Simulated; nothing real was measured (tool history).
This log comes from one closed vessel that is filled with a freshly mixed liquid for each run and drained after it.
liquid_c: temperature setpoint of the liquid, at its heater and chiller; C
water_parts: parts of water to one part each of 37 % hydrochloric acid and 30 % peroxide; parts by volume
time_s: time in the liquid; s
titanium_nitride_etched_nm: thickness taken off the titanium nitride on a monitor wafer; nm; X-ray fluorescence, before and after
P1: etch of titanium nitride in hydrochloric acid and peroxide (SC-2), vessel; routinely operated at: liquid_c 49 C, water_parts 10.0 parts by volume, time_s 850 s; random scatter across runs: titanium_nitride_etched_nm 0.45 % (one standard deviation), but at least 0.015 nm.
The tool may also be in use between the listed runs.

| run | hour | liquid_c | water_parts | time_s | titanium_nitride_etched_nm |
|---|---|---|---|---|---|
| 1 | 17.5 | 49 | 10.0 | 850 | 15.64400 |
| 2 | 32.1 | 49 | 10.0 | 850 | 15.92000 |
| 3 | 47.8 | 49 | 10.0 | 850 | 15.85400 |
| 4 | 61.9 | 49 | 10.0 | 1490 | 27.76300 |
| 5 | 73.7 | 49 | 10.0 | 850 | 15.77500 |
| 6 | 87.1 | 49 | 16.5 | 850 | 10.29500 |
|  | 96.7 | new drum of peroxide connected |
|  | 102.3 | chemicals flow meter replaced |
| 7 | 105.4 | 35 | 10.0 | 850 | 5.92480 |
| 8 | 113.8 | 65 | 10.0 | 850 | 43.68700 |
| 9 | 131.0 | 49 | 10.0 | 850 | 15.74300 |
| 10 | 143.4 | 49 | 4.0 | 850 | 31.89000 |
| 11 | 156.6 | 49 | 4.0 | 1415 | 52.89300 |
| 12 | 170.1 | 49 | 10.0 | 35 | 0.68173 |
| 13 | 182.2 | 49 | 10.0 | 850 | 15.93200 |
| 14 | 197.6 | 49 | 10.0 | 850 | 16.39100 |
| 15 | 212.7 | 49 | 10.0 | 850 | 16.60500 |
| 16 | 222.3 | 49 | 10.0 | 850 | 16.88100 |
| 17 | 231.8 | 49 | 10.0 | 850 | 17.15100 |
| 18 | 242.5 | 49 | 10.0 | 850 | 17.17400 |
| 19 | 253.0 | 49 | 10.0 | 850 | 17.32000 |
| 20 | 269.7 | 49 | 10.0 | 850 | 17.26400 |
| 21 | 285.3 | 49 | 10.0 | 850 | 17.35000 |

Run 22 is up next; what results do you expect?
| 22 | 298.6 | 49 | 10.0 | 850 | ? |

Run 22 measured titanium_nitride_etched_nm 17.37500 nm.
